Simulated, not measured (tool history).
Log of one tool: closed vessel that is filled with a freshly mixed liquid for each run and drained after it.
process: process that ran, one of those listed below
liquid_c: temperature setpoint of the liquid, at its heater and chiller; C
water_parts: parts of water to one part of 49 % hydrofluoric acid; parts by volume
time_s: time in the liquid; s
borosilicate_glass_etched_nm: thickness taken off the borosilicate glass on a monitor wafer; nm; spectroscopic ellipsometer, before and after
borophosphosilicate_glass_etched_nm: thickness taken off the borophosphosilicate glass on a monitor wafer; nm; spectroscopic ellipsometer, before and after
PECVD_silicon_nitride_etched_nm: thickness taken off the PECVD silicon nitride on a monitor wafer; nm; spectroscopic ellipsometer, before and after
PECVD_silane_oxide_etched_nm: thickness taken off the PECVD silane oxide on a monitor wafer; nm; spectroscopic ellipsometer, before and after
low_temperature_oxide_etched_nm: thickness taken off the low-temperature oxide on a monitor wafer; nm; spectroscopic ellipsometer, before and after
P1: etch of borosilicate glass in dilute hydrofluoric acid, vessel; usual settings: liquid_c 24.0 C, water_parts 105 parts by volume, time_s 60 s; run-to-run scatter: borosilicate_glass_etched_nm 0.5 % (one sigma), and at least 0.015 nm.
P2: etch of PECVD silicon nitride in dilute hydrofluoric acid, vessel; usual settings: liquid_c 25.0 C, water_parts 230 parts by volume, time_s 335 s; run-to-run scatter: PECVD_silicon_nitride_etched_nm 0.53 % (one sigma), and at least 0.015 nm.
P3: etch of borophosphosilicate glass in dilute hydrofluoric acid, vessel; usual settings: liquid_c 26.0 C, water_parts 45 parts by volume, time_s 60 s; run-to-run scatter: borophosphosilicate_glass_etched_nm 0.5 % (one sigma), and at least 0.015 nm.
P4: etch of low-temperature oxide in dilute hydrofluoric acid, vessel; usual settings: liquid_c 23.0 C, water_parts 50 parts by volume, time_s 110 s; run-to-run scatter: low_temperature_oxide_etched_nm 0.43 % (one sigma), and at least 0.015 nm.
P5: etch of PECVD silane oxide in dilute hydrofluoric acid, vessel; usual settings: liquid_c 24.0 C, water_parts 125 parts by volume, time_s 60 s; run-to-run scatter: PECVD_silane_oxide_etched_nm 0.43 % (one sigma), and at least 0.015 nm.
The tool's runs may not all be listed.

run	hour	process	liquid_c	water_parts	time_s	hours since the thermometer was replaced	hours since the hydrofluoric acid flow meter was replaced	borosilicate_glass_etched_nm	borophosphosilicate_glass_etched_nm	PECVD_silicon_nitride_etched_nm	PECVD_silane_oxide_etched_nm	low_temperature_oxide_etched_nm
1	5.3	P1	24.0	105	60	411.1	1162.9	23.285				
2	10.9	P1	24.0	105	60	416.7	1168.5	23.394				
3	17.6	P3	30.5	45	60	423.4	1175.2		74.210			
4	23.8	P1	24.0	105	105	429.6	1181.4	40.705				
# hour 26.5: hydrofluoric acid flow meter replaced
5	27.9	P1	17.5	105	115	433.7	1.4	34.077				
6	32.0	P2	17.5	230	335	437.8	5.5			3.6453		
7	37.5	P5	24.0	125	60	443.3	11.0				11.7880	
8	41.4	P1	24.0	50	60	447.2	14.9	52.433				
9	46.6	P1	24.0	105	60	452.4	20.1	23.358				
10	52.9	P1	17.0	105	60	458.7	26.4	17.518				
11	56.2	P5	24.0	195	60	462.0	29.7				6.9735	
12	60.6	P1	29.5	105	60	466.4	34.1	28.916				
13	65.8	P2	25.0	415	335	471.6	39.3			3.2932		
14	73.2	P1	24.0	105	60	479.0	46.7	23.243				
15	79.1	P1	24.0	105	30	484.9	52.6	11.678				
16	83.0	P2	25.0	230	335	488.8	56.5			5.9279		
17	87.2	P3	26.0	60	60	493.0	60.7		44.805			
# hour 89.9: thermometer replaced
18	94.5	P4	23.0	70	110	4.7	68.0					16.8730
19	99.1	P3	26.0	45	120	9.3	72.6		123.410			
20	105.1	P1	24.0	160	60	15.3	78.6	14.373				
21	111.9	P4	23.0	50	35	22.1	85.4					7.7298
22	118.6	P1	24.0	105	60	28.8	92.1	23.118				
23	124.5	P2	25.0	230	575	34.7	98.0			10.1220		
24	128.4	P5	30.0	125	60	38.6	101.9				14.8030	
25	133.3	P1	24.0	150	85	43.5	106.8	21.741				
26	139.7	P5	24.0	125	115	49.9	113.2				22.6980	
27	146.9	P3	26.0	45	60	57.1	120.4		61.893			
28	150.6	P4	29.0	50	110	60.8	124.1					30.6800
29	154.5	P2	25.0	230	335	64.7	128.0			5.9456		
30	158.2	P4	23.0	50	110	68.4	131.7					24.2110
31	162.7	P1	24.0	105	60	72.9	136.2	23.165				
32	166.3	P1	24.0	105	60	76.5	139.8	23.424				
33	170.6	P1	24.0	105	60	80.8	144.1	23.983				
34	176.9	P1	24.0	105	60	87.1	150.4	24.214				
35	183.1	P1	24.0	105	60	93.3	156.6	24.541				
36	188.9	P1	24.0	105	60	99.1	162.4	24.262				
37	192.2	P1	24.0	105	60	102.4	165.7	24.778				
38	198.3	P1	24.0	105	60	108.5	171.8	24.808				
39	203.2	P1	24.0	105	60	113.4	176.7	24.550				

What P1 gives has crept away from where it was. These 2 causes fit the log equally well, each at the size given:
A: hydrofluoric acid flow above the setpoint (%) = 5.09
B: liquid hotter than its thermometer reads (K) = 1.43
The creep began at about hour 162.7.

4 check runs are offered, each on 2 wafers whose results are averaged, their results left as question marks. Which one tells the causes apart?
check 1	208.1	P4	23.0	50	110							?
check 2	208.1	P5	24.0	125	60						?	
check 3	208.1	P2	25.0	230	335					?		
check 4	208.1	P3	26.0	45	60				?			

What each check would give under each cause:
check	result	if A	if B
check 1	low_temperature_oxide_etched_nm	25.4940	25.6540
check 2	PECVD_silane_oxide_etched_nm	12.4460	12.4260
check 3	PECVD_silicon_nitride_etched_nm	6.1947	6.4381
check 4	borophosphosilicate_glass_etched_nm	65.178	65.513
How far apart the two closest causes lie, in the result that separates them most: check 1 0.62 %; check 2 0.15 %; check 3 3.86 %; check 4 0.51 %
Check 3 tells the causes apart: in the others they would give nearly the same result.

Then check 3 was run and gave: PECVD_silicon_nitride_etched_nm 6.4514 nm. Which cause is it?

It is B: liquid hotter than its thermometer reads (K).
